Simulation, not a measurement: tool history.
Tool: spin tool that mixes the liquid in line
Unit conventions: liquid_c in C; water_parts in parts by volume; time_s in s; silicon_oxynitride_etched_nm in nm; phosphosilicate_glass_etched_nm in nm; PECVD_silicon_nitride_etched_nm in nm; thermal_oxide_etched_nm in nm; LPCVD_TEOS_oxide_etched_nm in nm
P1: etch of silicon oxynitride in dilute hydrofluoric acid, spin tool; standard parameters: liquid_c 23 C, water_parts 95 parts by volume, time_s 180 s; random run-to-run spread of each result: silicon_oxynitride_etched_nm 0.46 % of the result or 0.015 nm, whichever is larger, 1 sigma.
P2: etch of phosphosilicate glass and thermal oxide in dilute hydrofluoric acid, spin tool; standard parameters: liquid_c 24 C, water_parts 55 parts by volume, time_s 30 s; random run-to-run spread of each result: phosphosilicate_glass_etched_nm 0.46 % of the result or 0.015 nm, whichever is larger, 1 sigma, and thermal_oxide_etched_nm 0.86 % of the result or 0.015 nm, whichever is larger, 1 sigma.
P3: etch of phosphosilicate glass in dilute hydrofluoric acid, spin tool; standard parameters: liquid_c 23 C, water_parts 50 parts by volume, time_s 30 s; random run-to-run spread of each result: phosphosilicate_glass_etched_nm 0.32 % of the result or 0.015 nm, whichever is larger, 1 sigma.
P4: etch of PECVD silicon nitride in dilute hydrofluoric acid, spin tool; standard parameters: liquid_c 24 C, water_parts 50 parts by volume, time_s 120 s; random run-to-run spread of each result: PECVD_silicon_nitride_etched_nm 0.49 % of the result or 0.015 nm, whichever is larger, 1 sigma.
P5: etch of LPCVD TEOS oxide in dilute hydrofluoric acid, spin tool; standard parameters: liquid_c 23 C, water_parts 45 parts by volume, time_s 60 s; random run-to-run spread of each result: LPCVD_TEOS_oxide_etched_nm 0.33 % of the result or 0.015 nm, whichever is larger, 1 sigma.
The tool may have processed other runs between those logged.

run     day  process  liquid_c  water_parts  time_s  hours since the thermometer was replaced  hours since the hydrofluoric acid flow meter was replaced  silicon_oxynitride_etched_nm  phosphosilicate_glass_etched_nm  PECVD_silicon_nitride_etched_nm  thermal_oxide_etched_nm  LPCVD_TEOS_oxide_etched_nm
  1   0.242       P1        23           95     180                                      1663                                                     1505.6                        5.5187
  2   0.529       P3        23           20      30                                    1669.9                                                     1512.5                                                         246.15
  3   0.792       P4        17           50     120                                    1676.2                                                     1518.8                                                                                          8.3718
  4   1.054       P2        24           55      30                                    1682.5                                                     1525.1                                                         41.329                                                    2.8105
  5   1.304       P2        24           55      30                                    1688.5                                                     1531.1                                                         41.723                                                    2.7678
  6   1.546       P2        24           75      30                                    1694.3                                                     1536.9                                                         29.604                                                    2.0362
  7   1.929       P1        23           95     180                                    1703.5                                                     1546.1                        5.5305
  8   2.283       P1        17           95     180                                      1712                                                     1554.6                        4.1421
  9   2.533       P3        23           50      50                                      1718                                                     1560.6                                                         157.78
 10   2.838       P1      18.5           95     340                                    1725.3                                                     1567.9                        8.3103
 11   3.038       P3        27           50      30                                    1730.1                                                     1572.7                                                         112.23
 12   3.429       P5        23           45      15                                    1739.5                                                     1582.1                                                                                                                                               5.8506
 13   3.742       P1        23          130     180                                      1747                                                     1589.6                        3.8968
      4.083  -- hydrofluoric acid flow meter replaced
 14   4.083       P1        23           95     180                                    1755.2                                                        0.1                        5.5367
 15   4.271       P1        23           95     330                                    1759.7                                                        4.6                        10.102
 16   4.471       P5        23           30      60                                    1764.5                                                        9.4                                                                                                                                               35.799
 17   4.825       P2      18.5           55      30                                      1773                                                       17.9                                                         33.081                                                    2.1961
 18   5.138       P1        23           50     180                                    1780.5                                                       25.4                        10.849
 19   5.429       P1        23           95     180                                    1787.5                                                       32.4                         5.581
 20   5.783       P3        23           50      30                                      1796                                                       40.9                                                          95.17
 21   6.042       P5        23           45      60                                    1802.2                                                       47.1                                                                                                                                               23.265
 22   6.392       P1        28           95      70                                    1810.6                                                       55.5                        2.7377
 23   6.683       P1      29.5           95     180                                    1817.6                                                       62.5                        7.4704
 24   6.888       P2        24           55      60                                    1822.5                                                       67.4                                                         83.085                                                    5.5801
 25   7.283       P1        23           95      35                                      1832                                                       76.9                        1.1016
 26   7.679       P5        17           45      60                                    1841.5                                                       86.4                                                                                                                                               17.953
 27   7.992       P4        24           20     120                                      1849                                                       93.9                                                                                          33.064
 28     8.4       P1        23           95     180                                    1858.8                                                      103.7                        5.4936
 29   8.729       P4        24           50      40                                    1866.7                                                      111.6                                                                                          4.5413
 30   9.079       P1        23           95     180                                    1875.1                                                        120                        5.5682
 31   9.367       P4        24           50     120                                      1882                                                      126.9                                                                                           13.64
 32   9.588       P1        23           95     180                                    1887.3                                                      132.2                        5.5114
 33   9.846       P1        23           95     180                                    1893.5                                                      138.4                        5.7346
 34  10.262       P1        23           95     180                                    1903.5                                                      148.4                        5.9121
 35  10.571       P1        23           95     180                                    1910.9                                                      155.8                        6.0239
 36  10.808       P1        23           95     180                                    1916.6                                                      161.5                        6.0687
 37  11.229       P1        23           95     180                                    1926.7                                                      171.6                        6.0727
 38  11.583       P1        23           95     180                                    1935.2                                                      180.1                         6.142
 39  11.792       P1        23           95     180                                    1940.2                                                      185.1                        6.1337
 40  12.133       P1        23           95     180                                    1948.4                                                      193.3                        6.1983
 41  12.338       P1        23           95     180                                    1953.3                                                      198.2                        6.1918

Compared with where it was, what P1 gives has crept away. Each cause listed below fits the log as well as the rest, at the size given for it:
A: hydrofluoric acid flow above the setpoint (%) = 10.7
B: liquid hotter than its thermometer reads (K) = 2.3
The drift started at roughly day 9.588.

Listed below are the offered check runs, one wafer per run, with question marks in place of results. For which of them would the causes give clearly different outcomes?
check 1  12.542       P2      18.5           55      40                                                                                                                                                                   ?                                                         ?
check 2  12.542       P4      20.5           25     120                                                                                                                                                                                                    ?
check 3  12.542       P3        23           20      30                                                                                                                                                                   ?
check 4  12.542       P5        17           45      30                                                                                                                                                                                                                                                         ?

How each check would come out, cause by cause:
  check                           result    if A    if B
check 1  phosphosilicate_glass_etched_nm  48.935  48.436
check 1          thermal_oxide_etched_nm  3.2805   3.247
check 2  PECVD_silicon_nitride_etched_nm  23.152  24.644
check 3  phosphosilicate_glass_etched_nm   273.7  271.78
check 4       LPCVD_TEOS_oxide_etched_nm  10.051  9.9797
Gap, in per cent, between the two causes that each check separates least, read from the result that separates them most: check 1 1.02 %; check 2 6.25 %; check 3 0.7 %; check 4 0.71 %
Check 2 is the one run that separates the causes; every other check would come out nearly the same whichever cause is at work.

Check 2 was carried out, with these results: PECVD_silicon_nitride_etched_nm 24.591 nm. Which of the listed causes is responsible?

The cause is B: liquid hotter than its thermometer reads (K).
